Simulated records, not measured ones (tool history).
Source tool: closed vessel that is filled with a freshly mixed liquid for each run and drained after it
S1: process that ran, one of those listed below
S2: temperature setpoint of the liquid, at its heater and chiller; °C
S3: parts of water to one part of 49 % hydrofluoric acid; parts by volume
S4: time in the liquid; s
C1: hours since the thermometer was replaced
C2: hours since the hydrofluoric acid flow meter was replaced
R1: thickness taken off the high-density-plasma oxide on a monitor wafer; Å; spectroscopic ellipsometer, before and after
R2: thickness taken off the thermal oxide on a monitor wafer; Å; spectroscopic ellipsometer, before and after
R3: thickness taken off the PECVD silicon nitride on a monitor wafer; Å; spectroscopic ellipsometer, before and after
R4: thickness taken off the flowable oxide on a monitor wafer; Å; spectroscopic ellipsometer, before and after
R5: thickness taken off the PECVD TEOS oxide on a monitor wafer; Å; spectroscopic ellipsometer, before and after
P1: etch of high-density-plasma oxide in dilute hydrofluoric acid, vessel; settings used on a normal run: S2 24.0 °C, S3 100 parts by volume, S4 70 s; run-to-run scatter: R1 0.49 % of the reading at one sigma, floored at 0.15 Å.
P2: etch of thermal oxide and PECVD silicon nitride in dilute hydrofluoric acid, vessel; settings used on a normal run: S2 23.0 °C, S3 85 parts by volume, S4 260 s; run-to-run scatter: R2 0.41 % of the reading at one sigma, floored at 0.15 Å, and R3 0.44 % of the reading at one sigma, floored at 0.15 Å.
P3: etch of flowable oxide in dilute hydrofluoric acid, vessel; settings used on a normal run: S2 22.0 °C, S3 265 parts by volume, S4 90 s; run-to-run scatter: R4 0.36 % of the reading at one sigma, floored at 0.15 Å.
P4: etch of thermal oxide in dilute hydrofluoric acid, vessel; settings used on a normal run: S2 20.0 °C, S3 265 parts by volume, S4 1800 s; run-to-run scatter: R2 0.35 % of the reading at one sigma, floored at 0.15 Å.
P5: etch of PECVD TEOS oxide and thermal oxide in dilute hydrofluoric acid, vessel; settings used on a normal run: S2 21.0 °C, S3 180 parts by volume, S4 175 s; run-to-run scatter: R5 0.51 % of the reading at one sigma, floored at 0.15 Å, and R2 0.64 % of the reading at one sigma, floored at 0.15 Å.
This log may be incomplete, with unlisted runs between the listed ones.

run 1 hour=7.6 | S1=P1 S2=24.0 S3=100 S4=70 | C1=1162.2 C2=304.7 | R1=46.902
run 2 hour=14.8 | S1=P2 S2=23.0 S3=145 S4=260 | C1=1169.4 C2=311.9 | R2=82.667 R3=28.377
run 3 hour=30.5 | S1=P1 S2=24.0 S3=100 S4=70 | C1=1185.1 C2=327.6 | R1=46.309
run 4 hour=42.0 | S1=P1 S2=24.0 S3=100 S4=70 | C1=1196.6 C2=339.1 | R1=46.285
run 5 hour=55.9 | S1=P1 S2=24.0 S3=100 S4=70 | C1=1210.5 C2=353.0 | R1=46.678
run 6 hour=66.1 | S1=P3 S2=22.0 S3=265 S4=90 | C1=1220.7 C2=363.2 | R4=97.753
run 7 hour=81.4 | S1=P1 S2=24.0 S3=100 S4=120 | C1=1236.0 C2=378.5 | R1=79.890
run 8 hour=97.5 | S1=P3 S2=29.0 S3=265 S4=90 | C1=1252.1 C2=394.6 | R4=125.660
run 9 hour=111.5 | S1=P1 S2=24.0 S3=155 S4=70 | C1=1266.1 C2=408.6 | R1=28.225
run 10 hour=124.8 | S1=P3 S2=22.0 S3=265 S4=90 | C1=1279.4 C2=421.9 | R4=97.661
run 11 hour=139.2 | S1=P3 S2=22.0 S3=265 S4=30 | C1=1293.8 C2=436.3 | R4=32.729
run 12 hour=151.2 | S1=P2 S2=23.0 S3=85 S4=260 | C1=1305.8 C2=448.3 | R2=151.230 R3=48.466
run 13 hour=161.0 | S1=P1 S2=24.0 S3=100 S4=35 | C1=1315.6 C2=458.1 | R1=23.389
run 14 hour=172.0 | S1=P1 S2=24.0 S3=100 S4=70 | C1=1326.6 C2=469.1 | R1=46.343
run 15 hour=182.0 | S1=P4 S2=20.0 S3=265 S4=1800 | C1=1336.6 C2=479.1 | R2=241.590
run 16 hour=189.2 | S1=P5 S2=21.0 S3=180 S4=175 | C1=1343.8 C2=486.3 | R2=36.631 R5=116.740
run 17 hour=198.7 | S1=P3 S2=22.0 S3=50 S4=90 | C1=1353.3 C2=495.8 | R4=658.530
run 18 hour=211.9 | S1=P2 S2=23.0 S3=85 S4=260 | C1=1366.5 C2=509.0 | R2=150.180 R3=48.863
run 19 hour=228.3 | S1=P4 S2=20.0 S3=265 S4=875 | C1=1382.9 C2=525.4 | R2=115.720
run 20 hour=242.0 | S1=P5 S2=21.0 S3=180 S4=350 | C1=1396.6 C2=539.1 | R2=72.841 R5=234.000
-- hour=243.8 thermometer replaced
run 21 hour=252.1 | S1=P1 S2=21.0 S3=100 S4=30 | C1=8.4 C2=549.2 | R1=17.571
run 22 hour=265.6 | S1=P1 S2=24.0 S3=20 S4=70 | C1=21.9 C2=562.7 | R1=258.420
run 23 hour=279.1 | S1=P1 S2=28.0 S3=100 S4=70 | C1=35.4 C2=576.2 | R1=54.663
run 24 hour=293.7 | S1=P4 S2=27.0 S3=265 S4=1800 | C1=50.0 C2=590.8 | R2=310.270
run 25 hour=306.4 | S1=P2 S2=30.5 S3=85 S4=260 | C1=62.7 C2=603.5 | R2=201.420 R3=78.130
run 26 hour=319.7 | S1=P1 S2=17.5 S3=100 S4=70 | C1=76.0 C2=616.8 | R1=35.713
run 27 hour=329.7 | S1=P5 S2=21.0 S3=180 S4=175 | C1=86.0 C2=626.8 | R2=36.692 R5=115.900
run 28 hour=341.9 | S1=P2 S2=23.0 S3=85 S4=490 | C1=98.2 C2=639.0 | R2=284.870 R3=90.848
run 29 hour=355.2 | S1=P4 S2=20.0 S3=265 S4=1800 | C1=111.5 C2=652.3 | R2=240.270
run 30 hour=369.1 | S1=P4 S2=20.0 S3=70 S4=1800 | C1=125.4 C2=666.2 | R2=1111.200
run 31 hour=380.9 | S1=P5 S2=17.0 S3=180 S4=175 | C1=137.2 C2=678.0 | R2=30.816 R5=99.885
run 32 hour=390.5 | S1=P5 S2=21.0 S3=275 S4=175 | C1=146.8 C2=687.6 | R2=21.289 R5=69.283
run 33 hour=398.8 | S1=P1 S2=24.0 S3=100 S4=70 | C1=155.1 C2=695.9 | R1=46.706
run 34 hour=412.6 | S1=P1 S2=24.0 S3=100 S4=70 | C1=168.9 C2=709.7 | R1=48.439
run 35 hour=429.2 | S1=P1 S2=24.0 S3=100 S4=70 | C1=185.5 C2=726.3 | R1=49.918
run 36 hour=439.9 | S1=P1 S2=24.0 S3=100 S4=70 | C1=196.2 C2=737.0 | R1=49.998
run 37 hour=454.4 | S1=P1 S2=24.0 S3=100 S4=70 | C1=210.7 C2=751.5 | R1=50.292
run 38 hour=469.8 | S1=P1 S2=24.0 S3=100 S4=70 | C1=226.1 C2=766.9 | R1=50.606
run 39 hour=480.3 | S1=P1 S2=24.0 S3=100 S4=70 | C1=236.6 C2=777.4 | R1=51.035
run 40 hour=494.5 | S1=P1 S2=24.0 S3=100 S4=70 | C1=250.8 C2=791.6 | R1=51.324

The log shows P1 creeping away from where it was. Any of the 2 causes listed here, at the size stated for it, fits the log just as well as the others:
A: hydrofluoric acid flow above the setpoint (%) = 8.37
B: liquid hotter than its thermometer reads (K) = 2.3
Creep in the process output first set in at about hour 398.8.

Which of the 4 check runs listed below separates the causes, so that each cause would produce a clearly different result? Each run uses one wafer, and its results are marked with question marks.
run check 1 hour=508.7 | S1=P4 S2=20.0 S3=115 S4=1800 | R2=?
run check 2 hour=508.7 | S1=P3 S2=22.0 S3=85 S4=30 | R4=?
run check 3 hour=508.7 | S1=P5 S2=17.5 S3=180 S4=300 | R2=? R5=?
run check 4 hour=508.7 | S1=P2 S2=23.0 S3=135 S4=260 | R2=? R3=?

Outcome of each check run for each possible cause:
check=check_1 result=R2 if_A=704.300 if_B=706.020
check=check_2 result=R4 if_A=134.910 if_B=135.510
check=check_3 result=R2 if_A=59.388 if_B=59.242
check=check_3 result=R5 if_A=191.280 if_B=190.810
check=check_4 result=R2 if_A=98.480 if_B=98.121
check=check_4 result=R3 if_A=33.243 if_B=35.650
Gap, in per cent, between the two causes that each check separates least, read from the result that separates them most: check 1 0.24 %; check 2 0.45 %; check 3 0.25 %; check 4 6.99 %
Only check 4 tells the causes apart: in the others they would give nearly the same result.

Then check 4 was run and gave: R2 98.184 Å; R3 33.155 Å. Which cause is it?

The cause is A: hydrofluoric acid flow above the setpoint (%).
